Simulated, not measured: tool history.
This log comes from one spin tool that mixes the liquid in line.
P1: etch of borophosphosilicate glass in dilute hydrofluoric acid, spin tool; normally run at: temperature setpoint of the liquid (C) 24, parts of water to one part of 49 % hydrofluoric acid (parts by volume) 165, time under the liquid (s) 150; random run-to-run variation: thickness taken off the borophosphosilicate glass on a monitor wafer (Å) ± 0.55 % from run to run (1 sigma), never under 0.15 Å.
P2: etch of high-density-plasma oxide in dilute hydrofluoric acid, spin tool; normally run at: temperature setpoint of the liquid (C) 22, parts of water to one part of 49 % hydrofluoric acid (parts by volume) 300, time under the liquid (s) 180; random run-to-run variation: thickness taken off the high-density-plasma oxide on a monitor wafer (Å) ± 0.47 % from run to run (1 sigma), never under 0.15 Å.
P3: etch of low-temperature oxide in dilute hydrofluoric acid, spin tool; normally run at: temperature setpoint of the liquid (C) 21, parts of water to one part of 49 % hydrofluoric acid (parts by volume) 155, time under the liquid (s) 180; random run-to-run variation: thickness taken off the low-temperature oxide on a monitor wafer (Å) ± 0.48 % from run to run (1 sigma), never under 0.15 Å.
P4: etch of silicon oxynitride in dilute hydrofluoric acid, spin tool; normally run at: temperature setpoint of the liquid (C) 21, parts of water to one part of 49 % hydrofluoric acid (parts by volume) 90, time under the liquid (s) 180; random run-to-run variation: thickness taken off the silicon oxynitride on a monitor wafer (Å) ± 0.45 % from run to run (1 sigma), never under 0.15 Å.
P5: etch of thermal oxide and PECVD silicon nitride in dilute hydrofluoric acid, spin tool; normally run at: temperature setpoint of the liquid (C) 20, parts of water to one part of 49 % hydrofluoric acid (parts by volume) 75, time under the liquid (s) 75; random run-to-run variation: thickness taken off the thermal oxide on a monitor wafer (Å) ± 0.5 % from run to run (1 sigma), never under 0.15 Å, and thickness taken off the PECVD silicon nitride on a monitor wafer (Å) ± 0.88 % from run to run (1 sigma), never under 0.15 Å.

run	hour	process that ran	temperature setpoint of the liquid (C)	parts of water to one part of 49 % hydrofluoric acid (parts by volume)	time under the liquid (s)	hours since the thermometer was replaced	hours since the hydrofluoric acid flow meter was replaced	thickness taken off the borophosphosilicate glass on a monitor wafer (Å)	thickness taken off the high-density-plasma oxide on a monitor wafer (Å)	thickness taken off the silicon oxynitride on a monitor wafer (Å)	thickness taken off the low-temperature oxide on a monitor wafer (Å)	thickness taken off the thermal oxide on a monitor wafer (Å)	thickness taken off the PECVD silicon nitride on a monitor wafer (Å)
1	4.1	P1	24	165	150	1196.1	140.7	267.03					
2	7.5	P1	17	165	240	1199.5	144.1	329.49					
3	10.8	P2	22	300	180	1202.8	147.4		43.511				
4	13.7	P4	21	90	15	1205.7	150.3			4.7075			
5	16.3	P1	30.5	165	150	1208.3	152.9	340					
6	21.5	P3	21	280	180	1213.5	158.1				50.867		
7	24.6	P1	24	165	150	1216.6	161.2	270.51					
8	27.1	P1	32	55	150	1219.1	163.7	1279.7					
9	31.5	P2	22	300	180	1223.5	168.1		43.74				
10	34.9	P2	17	300	180	1226.9	171.5		36.351				
11	38.4	P2	22	300	15	1230.4	175		3.342				
12	42.9	P1	24	165	150	1234.9	179.5	269.52					
13	47.5	P1	24	55	150	1239.5	184.1	931.05					
14	53.2	P1	24	165	150	1245.2	189.8	269.99					
15	57.6	P5	20	75	75	1249.6	194.2					41.889	28.579
16	62	P4	21	90	180	1254	198.6			57.386			
17	67.6	P1	24	295	150	1259.6	204.2	131.97					
18	72	P1	19	165	150	1264	208.6	222.74					
19	74.8	P5	17	75	75	1266.8	211.4					37.125	23.053
20	78.8	P4	21	165	180	1270.8	215.4			29.911			
21	81.6	P1	24	165	215	1273.6	218.2	391.64					
22	86.4	P5	20	135	75	1278.4	223					22.231	16.123
23	92	P1	24	165	150	1284	228.6	271.97					
24	97.2	P2	22	440	180	1289.2	233.8		26.423				
25	102.8	P4	17	90	180	1294.8	239.4			47.096			
26	106.3	P3	21	155	180	1298.3	242.9				105.75		
27	110.7	P5	20	75	75	1302.7	247.3					41.74	28.425
28	115.2	P3	25	155	180	1307.2	251.8				121.89		
29	120.1	P5	20	75	15	1312.1	256.7					8.6566	5.5643
30	122.9	P1	24	165	150	1314.9	259.5	270.78					
31	128.2	P1	24	165	25	1320.2	264.8	45.231					
32	131.9	P3	21	155	180	1323.9	268.5				105.31		
33	134.6	P3	21	155	35	1326.6	271.2				20.326		
34	139.9	P1	24	165	150	1331.9	276.5	269.63					
35	145.3	P1	24	165	150	1337.3	281.9	261.53					
36	149.4	P1	24	165	150	1341.4	286	257.95					
37	154.9	P1	24	165	150	1346.9	291.5	255.87					
38	159.4	P1	24	165	150	1351.4	296	257.16					
39	162.7	P1	24	165	150	1354.7	299.3	255.37					
40	166.1	P1	24	165	150	1358.1	302.7	254.5					
41	170.4	P1	24	165	150	1362.4	307	253.49					
42	175.4	P1	24	165	150	1367.4	312	252.02					

Compared with where it was, what P1 gives has crept away. Each cause listed below fits the log as well as the rest, at the size given for it:
A: hydrofluoric acid flow below the setpoint (%) = 5.13
B: liquid colder than its thermometer reads (K) = 1.64
The gradual shift began around hour 139.9.

Each of the check runs listed below is run on 2 wafers and reports their average, with the results left as question marks. Pick the one under which the possible causes would lead to clearly different results.
check 1	180.4	P3	21	280	90						?		
check 2	180.4	P4	21	160	20					?			
check 3	180.4	P5	17	100	75							?	?
check 4	180.4	P2	22	300	15				?				

Predicted outcomes, by check and by cause:
check	result	if A	if B
check 1	thickness taken off the low-temperature oxide on a monitor wafer (Å)	23.925	24.074
check 2	thickness taken off the silicon oxynitride on a monitor wafer (Å)	3.2186	3.1585
check 3	thickness taken off the thermal oxide on a monitor wafer (Å)	25.579	25.289
check 3	thickness taken off the PECVD silicon nitride on a monitor wafer (Å)	16.518	15.492
check 4	thickness taken off the high-density-plasma oxide on a monitor wafer (Å)	3.4191	3.4489
How far apart the two closest causes lie, in the result that separates them most: check 1 0.62 %; check 2 1.89 %; check 3 6.42 %; check 4 0.87 %
The causes can be told apart only by check 3. The other checks would give nearly the same results under each of them.

Check 3 has now been run. It gave: thickness taken off the thermal oxide on a monitor wafer (Å) 25.286; thickness taken off the PECVD silicon nitride on a monitor wafer (Å) 15.281. Which of the candidate causes is it?

B is the cause: liquid colder than its thermometer reads (K).
